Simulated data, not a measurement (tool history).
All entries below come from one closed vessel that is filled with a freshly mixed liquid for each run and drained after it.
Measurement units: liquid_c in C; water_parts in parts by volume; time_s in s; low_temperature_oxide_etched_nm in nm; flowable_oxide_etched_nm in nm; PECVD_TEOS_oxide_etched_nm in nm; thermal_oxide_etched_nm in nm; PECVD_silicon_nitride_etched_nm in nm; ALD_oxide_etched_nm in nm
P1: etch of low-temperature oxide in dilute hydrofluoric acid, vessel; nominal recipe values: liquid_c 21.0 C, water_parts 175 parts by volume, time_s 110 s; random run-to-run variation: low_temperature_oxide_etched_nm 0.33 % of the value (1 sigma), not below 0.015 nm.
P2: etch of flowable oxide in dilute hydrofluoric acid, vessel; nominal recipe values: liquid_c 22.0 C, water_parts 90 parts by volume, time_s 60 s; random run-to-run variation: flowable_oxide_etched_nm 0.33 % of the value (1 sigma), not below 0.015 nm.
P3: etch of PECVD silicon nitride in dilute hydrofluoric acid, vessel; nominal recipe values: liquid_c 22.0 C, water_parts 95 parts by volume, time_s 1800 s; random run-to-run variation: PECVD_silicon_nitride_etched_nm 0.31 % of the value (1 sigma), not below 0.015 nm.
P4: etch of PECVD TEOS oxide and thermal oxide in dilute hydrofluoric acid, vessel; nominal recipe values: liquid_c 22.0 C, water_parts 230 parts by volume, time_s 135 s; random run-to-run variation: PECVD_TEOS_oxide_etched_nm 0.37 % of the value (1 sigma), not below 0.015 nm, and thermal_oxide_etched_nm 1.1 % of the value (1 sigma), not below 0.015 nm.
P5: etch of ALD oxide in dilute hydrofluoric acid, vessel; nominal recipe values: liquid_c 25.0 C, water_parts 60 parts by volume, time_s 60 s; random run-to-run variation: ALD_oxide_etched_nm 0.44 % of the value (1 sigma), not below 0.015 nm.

run    day  process  liquid_c  water_parts  time_s  hours since the thermometer was replaced  hours since the hydrofluoric acid flow meter was replaced  low_temperature_oxide_etched_nm  flowable_oxide_etched_nm  PECVD_TEOS_oxide_etched_nm  thermal_oxide_etched_nm  PECVD_silicon_nitride_etched_nm  ALD_oxide_etched_nm
  1  0.150       P1      21.0          175     110                                     358.5                                                      787.7                          17.8250
  2  0.279       P2      22.0          130      60                                     361.6                                                      790.8                                                     14.427
  3  0.504       P4      22.0           95     135                                     367.0                                                      796.2                                                                                37.6660                  6.29780
  4  0.679       P3      29.5           95    1800                                     371.2                                                      800.4                                                                                                                                           46.418
  5  0.904       P1      21.0          175     110                                     376.6                                                      805.8                          17.8720
  6  1.129       P3      22.0           55    1800                                     382.0                                                      811.2                                                                                                                                           48.265
  7  1.262       P2      22.0           90      30                                     385.2                                                      814.4                                                     10.893
  8  1.400       P1      21.0          175      55                                     388.5                                                      817.7                           8.9237
  9  1.525       P4      22.0          230      30                                     391.5                                                      820.7                                                                                 2.9747                  0.51004
 10  1.750       P4      22.0          230     135                                     396.9                                                      826.1                                                                                13.3790                  2.27410
 11  1.979       P1      21.0          305     110                                     402.4                                                      831.6                           9.0759
 12  2.167       P1      21.0          175     110                                     406.9                                                      836.1                          17.8640
 13  2.396       P1      21.0          175     110                                     412.4                                                      841.6                          17.8660
 14  2.562       P5      25.0          100      60                                     416.4                                                      845.6                                                                                                                                                                9.9897
 15  2.675       P2      22.0           90      60                                     419.1                                                      848.3                                                     21.949
 16  2.904       P4      17.0          230     135                                     424.6                                                      853.8                                                                                11.0230                  1.83830
 17  3.025       P1      21.0          175     110                                     427.5                                                      856.7                          17.8470
 18  3.217       P1      21.0          175     190                                     432.1                                                      861.3                          30.9990
 19  3.367       P1      21.0          175     110                                     435.7                                                      864.9                          17.9430
 20  3.496       P5      25.0           60      60                                     438.8                                                      868.0                                                                                                                                                               17.4080
 21  3.712       P2      26.5           90      60                                     444.0                                                      873.2                                                     26.214
 22  3.896       P1      21.0          175     110                                     448.4                                                      877.6                          17.8930

Forecast run 23:
 23  4.000       P5      25.0           60      60                                     450.9                                                      880.1                                                                                                                                                                     ?

ALD_oxide_etched_nm: 17.3040 nm
